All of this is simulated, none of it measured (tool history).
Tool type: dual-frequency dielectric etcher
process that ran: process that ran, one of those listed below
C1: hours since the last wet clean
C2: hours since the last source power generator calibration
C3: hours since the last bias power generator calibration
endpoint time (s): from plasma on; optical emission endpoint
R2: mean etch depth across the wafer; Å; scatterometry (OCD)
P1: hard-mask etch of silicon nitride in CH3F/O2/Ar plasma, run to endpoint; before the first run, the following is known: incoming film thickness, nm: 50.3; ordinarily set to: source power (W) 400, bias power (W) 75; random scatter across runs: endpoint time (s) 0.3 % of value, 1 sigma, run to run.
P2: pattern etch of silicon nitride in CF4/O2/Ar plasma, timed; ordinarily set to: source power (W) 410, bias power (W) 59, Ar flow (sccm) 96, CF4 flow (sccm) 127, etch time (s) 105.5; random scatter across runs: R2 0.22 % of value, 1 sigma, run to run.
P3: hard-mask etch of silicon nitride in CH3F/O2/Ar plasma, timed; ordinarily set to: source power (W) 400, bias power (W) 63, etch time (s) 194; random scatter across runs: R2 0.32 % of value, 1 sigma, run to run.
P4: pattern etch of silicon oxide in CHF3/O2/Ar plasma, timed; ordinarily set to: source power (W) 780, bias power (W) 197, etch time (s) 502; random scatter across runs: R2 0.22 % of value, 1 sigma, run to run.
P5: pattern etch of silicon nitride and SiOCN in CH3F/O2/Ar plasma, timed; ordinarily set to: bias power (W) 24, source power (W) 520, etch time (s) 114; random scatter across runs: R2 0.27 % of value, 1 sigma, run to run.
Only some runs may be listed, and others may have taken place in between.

{"run": 1, "hour": 11.8, "process that ran": "P1", "source power (W)": 400, "bias power (W)": 75, "C1": 237.7, "C2": 783.2, "C3": 1365, "endpoint time (s)": 72.093}
{"run": 2, "hour": 22.5, "process that ran": "P2", "source power (W)": 410, "bias power (W)": 59, "Ar flow (sccm)": 128, "CF4 flow (sccm)": 127, "etch time (s)": 105.5, "C1": 248.4, "C2": 793.9, "C3": 1375.7, "R2": 1753.2}
{"run": 3, "hour": 29.0, "process that ran": "P1", "source power (W)": 400, "bias power (W)": 50, "C1": 254.9, "C2": 800.4, "C3": 1382.2, "endpoint time (s)": 82.356}
{"run": 4, "hour": 36.4, "process that ran": "P5", "source power (W)": 520, "bias power (W)": 24, "etch time (s)": 114, "C1": 262.3, "C2": 807.8, "C3": 1389.6, "R2": 172.97}
{"run": 5, "hour": 46.4, "process that ran": "P1", "source power (W)": 400, "bias power (W)": 75, "C1": 272.3, "C2": 817.8, "C3": 1399.6, "endpoint time (s)": 72.373}
{"run": 6, "hour": 60.1, "process that ran": "P5", "source power (W)": 690, "bias power (W)": 24, "etch time (s)": 114, "C1": 286, "C2": 831.5, "C3": 1413.3, "R2": 190.8}
{"run": 7, "hour": 74.3, "process that ran": "P1", "source power (W)": 550, "bias power (W)": 75, "C1": 300.2, "C2": 845.7, "C3": 1427.5, "endpoint time (s)": 63.632}
{"run": 8, "hour": 82.3, "process that ran": "P4", "source power (W)": 780, "bias power (W)": 239, "etch time (s)": 502, "C1": 308.2, "C2": 853.7, "C3": 1435.5, "R2": 11955}
{"run": 9, "hour": 92.1, "process that ran": "P4", "source power (W)": 780, "bias power (W)": 197, "etch time (s)": 502, "C1": 318, "C2": 863.5, "C3": 1445.3, "R2": 11250}
{"run": 10, "hour": 99.0, "process that ran": "P2", "source power (W)": 410, "bias power (W)": 59, "Ar flow (sccm)": 96, "CF4 flow (sccm)": 127, "etch time (s)": 105.5, "C1": 324.9, "C2": 870.4, "C3": 1452.2, "R2": 1807.7}
{"run": 11, "hour": 113.1, "process that ran": "P4", "source power (W)": 780, "bias power (W)": 197, "etch time (s)": 502, "C1": 339, "C2": 884.5, "C3": 1466.3, "R2": 11213}
{"run": 12, "hour": 123.5, "process that ran": "P1", "source power (W)": 490, "bias power (W)": 100, "C1": 349.4, "C2": 894.9, "C3": 1476.7, "endpoint time (s)": 60.459}
{"run": 13, "hour": 136.2, "process that ran": "P4", "source power (W)": 780, "bias power (W)": 197, "etch time (s)": 742.5, "C1": 362.1, "C2": 907.6, "C3": 1489.4, "R2": 16618}
{"run": 14, "hour": 147.7, "process that ran": "P2", "source power (W)": 410, "bias power (W)": 37, "Ar flow (sccm)": 96, "CF4 flow (sccm)": 127, "etch time (s)": 105.5, "C1": 373.6, "C2": 919.1, "C3": 1500.9, "R2": 1524.7}
{"run": 15, "hour": 155.8, "process that ran": "P2", "source power (W)": 410, "bias power (W)": 59, "Ar flow (sccm)": 96, "CF4 flow (sccm)": 168, "etch time (s)": 105.5, "C1": 381.7, "C2": 927.2, "C3": 1509, "R2": 1853.1}
{"run": 16, "hour": 164.5, "process that ran": "P2", "source power (W)": 260, "bias power (W)": 59, "Ar flow (sccm)": 96, "CF4 flow (sccm)": 127, "etch time (s)": 105.5, "C1": 390.4, "C2": 935.9, "C3": 1517.7, "R2": 1218.8}
{"run": 17, "hour": 176.4, "process that ran": "P1", "source power (W)": 400, "bias power (W)": 93, "C1": 402.3, "C2": 947.8, "C3": 1529.6, "endpoint time (s)": 66.867}
{"run": 18, "hour": 184.8, "process that ran": "P1", "source power (W)": 400, "bias power (W)": 75, "C1": 410.7, "C2": 956.2, "C3": 1538, "endpoint time (s)": 71.998}
{"run": 19, "hour": 192.7, "process that ran": "P3", "source power (W)": 400, "bias power (W)": 63, "etch time (s)": 120, "C1": 418.6, "C2": 964.1, "C3": 1545.9, "R2": 792.64}
{"run": 20, "hour": 203.5, "process that ran": "P1", "source power (W)": 400, "bias power (W)": 75, "C1": 429.4, "C2": 974.9, "C3": 1556.7, "endpoint time (s)": 72.16}
{"run": 21, "hour": 211.7, "process that ran": "P3", "source power (W)": 400, "bias power (W)": 63, "etch time (s)": 194, "C1": 437.6, "C2": 983.1, "C3": 1564.9, "R2": 1283}
{"run": 22, "hour": 223.4, "process that ran": "P1", "source power (W)": 560, "bias power (W)": 88, "C1": 449.3, "C2": 994.8, "C3": 1576.6, "endpoint time (s)": 60.027}
{"run": 23, "hour": 232.9, "process that ran": "P5", "source power (W)": 520, "bias power (W)": 24, "etch time (s)": 114, "C1": 458.8, "C2": 1004.3, "C3": 1586.1, "R2": 172.64}
{"run": 24, "hour": 244.4, "process that ran": "P4", "source power (W)": 490, "bias power (W)": 197, "etch time (s)": 502, "C1": 470.3, "C2": 1015.8, "C3": 1597.6, "R2": 9395.9}
{"run": 25, "hour": 254.3, "process that ran": "P1", "source power (W)": 550, "bias power (W)": 53, "C1": 480.2, "C2": 1025.7, "C3": 1607.5, "endpoint time (s)": 71.907}
{"run": 26, "hour": 266.6, "process that ran": "P2", "source power (W)": 410, "bias power (W)": 59, "Ar flow (sccm)": 96, "CF4 flow (sccm)": 127, "etch time (s)": 105.5, "C1": 492.5, "C2": 1038, "C3": 1619.8, "R2": 1801.8}
{"run": 27, "hour": 278.7, "process that ran": "P2", "source power (W)": 410, "bias power (W)": 59, "Ar flow (sccm)": 96, "CF4 flow (sccm)": 127, "etch time (s)": 128.5, "C1": 504.6, "C2": 1050.1, "C3": 1631.9, "R2": 2199.5}
{"run": 28, "hour": 287.5, "process that ran": "P1", "source power (W)": 270, "bias power (W)": 75, "C1": 513.4, "C2": 1058.9, "C3": 1640.7, "endpoint time (s)": 83.737}
{"run": 29, "hour": 299.7, "process that ran": "P3", "source power (W)": 490, "bias power (W)": 63, "etch time (s)": 194, "C1": 525.6, "C2": 1071.1, "C3": 1652.9, "R2": 1387}
{"run": 30, "hour": 309.2, "process that ran": "P3", "source power (W)": 400, "bias power (W)": 42, "etch time (s)": 194, "C1": 535.1, "C2": 1080.6, "C3": 1662.4, "R2": 1129}
{"run": 31, "hour": 317.3, "process that ran": "P5", "source power (W)": 520, "bias power (W)": 24, "etch time (s)": 64.5, "C1": 543.2, "C2": 1088.7, "C3": 1670.5, "R2": 97.929}
{"run": 32, "hour": 324.4, "process that ran": "P1", "source power (W)": 400, "bias power (W)": 75, "C1": 550.3, "C2": 1095.8, "C3": 1677.6, "endpoint time (s)": 72.303}
{"run": 33, "hour": 336.8, "process that ran": "P5", "source power (W)": 520, "bias power (W)": 32, "etch time (s)": 114, "C1": 562.7, "C2": 1108.2, "C3": 1690, "R2": 197.59}
{"run": 34, "hour": 347.7, "process that ran": "P1", "source power (W)": 400, "bias power (W)": 75, "C1": 573.6, "C2": 1119.1, "C3": 1700.9, "endpoint time (s)": 71.664}
{"run": 35, "hour": 358.0, "process that ran": "P1", "source power (W)": 400, "bias power (W)": 75, "C1": 583.9, "C2": 1129.4, "C3": 1711.2, "endpoint time (s)": 72.127}
{"run": 36, "hour": 372.1, "process that ran": "P1", "source power (W)": 400, "bias power (W)": 75, "C1": 598, "C2": 1143.5, "C3": 1725.3, "endpoint time (s)": 72.533}
{"run": 37, "hour": 386.1, "process that ran": "P1", "source power (W)": 400, "bias power (W)": 75, "C1": 612, "C2": 1157.5, "C3": 1739.3, "endpoint time (s)": 72.924}
{"run": 38, "hour": 397.0, "process that ran": "P1", "source power (W)": 400, "bias power (W)": 75, "C1": 622.9, "C2": 1168.4, "C3": 1750.2, "endpoint time (s)": 73.219}
{"run": 39, "hour": 407.4, "process that ran": "P1", "source power (W)": 400, "bias power (W)": 75, "C1": 633.3, "C2": 1178.8, "C3": 1760.6, "endpoint time (s)": 73.141}
{"hour": 411.4, "done": "wet clean of the chamber"}
{"run": 40, "hour": 421.4, "process that ran": "P1", "source power (W)": 400, "bias power (W)": 75, "C1": 10, "C2": 1192.8, "C3": 1774.6, "endpoint time (s)": 72.754}
{"run": 41, "hour": 431.1, "process that ran": "P1", "source power (W)": 400, "bias power (W)": 75, "C1": 19.7, "C2": 1202.5, "C3": 1784.3, "endpoint time (s)": 73.157}
{"run": 42, "hour": 442.2, "process that ran": "P1", "source power (W)": 400, "bias power (W)": 75, "C1": 30.8, "C2": 1213.6, "C3": 1795.4, "endpoint time (s)": 73.093}
{"run": 43, "hour": 455.0, "process that ran": "P1", "source power (W)": 400, "bias power (W)": 75, "C1": 43.6, "C2": 1226.4, "C3": 1808.2, "endpoint time (s)": 72.926}
{"run": 44, "hour": 465.4, "process that ran": "P1", "source power (W)": 400, "bias power (W)": 75, "C1": 54, "C2": 1236.8, "C3": 1818.6, "endpoint time (s)": 73.187}

P1 has crept away from where it was. The log is fitted equally well by each of these 2 causes, at the sizes shown:
A: source power that arrives under what is set, % = 3.91
B: bias power that arrives under what is set, % = 4.29
Onset of the creep was near hour 358.
What rules out each remaining cause:
chamber walls in a state that lowers the etch rate, %: serviced at hour 411.4, after the change had begun; the process did not return to its earlier output

Each of the 4 check runs below uses one wafer; its results are left as question marks. Which run tells the causes apart?
{"run": "check 1", "hour": 475.8, "process that ran": "P3", "source power (W)": 400, "bias power (W)": 42, "etch time (s)": 194, "R2": "?"}
{"run": "check 2", "hour": 475.8, "process that ran": "P5", "source power (W)": 670, "bias power (W)": 24, "etch time (s)": 66.5, "R2": "?"}
{"run": "check 3", "hour": 475.8, "process that ran": "P2", "source power (W)": 410, "bias power (W)": 37, "Ar flow (sccm)": 96, "CF4 flow (sccm)": 127, "etch time (s)": 105.5, "R2": "?"}
{"run": "check 4", "hour": 475.8, "process that ran": "P4", "source power (W)": 780, "bias power (W)": 197, "etch time (s)": 715.5, "R2": "?"}

Outcome of each check run for each possible cause:
check=check_1 result=R2 if_A=1113.3 if_B=1116.4
check=check_2 result=R2 if_A=108.58 if_B=108.03
check=check_3 result=R2 if_A=1473 if_B=1503
check=check_4 result=R2 if_A=15753 if_B=15762
How far apart the two closest causes lie, in the result that separates them most: check 1 0.27 %; check 2 0.51 %; check 3 2.02 %; check 4 0.06 %
Of the check runs offered, only check 3 discriminates between the causes; the rest would read about the same regardless of which cause applies.

Check 3 has now been run. It gave: R2 1473.8 Å. Which of the candidate causes is it?

The cause is A: source power that arrives under what is set, %.
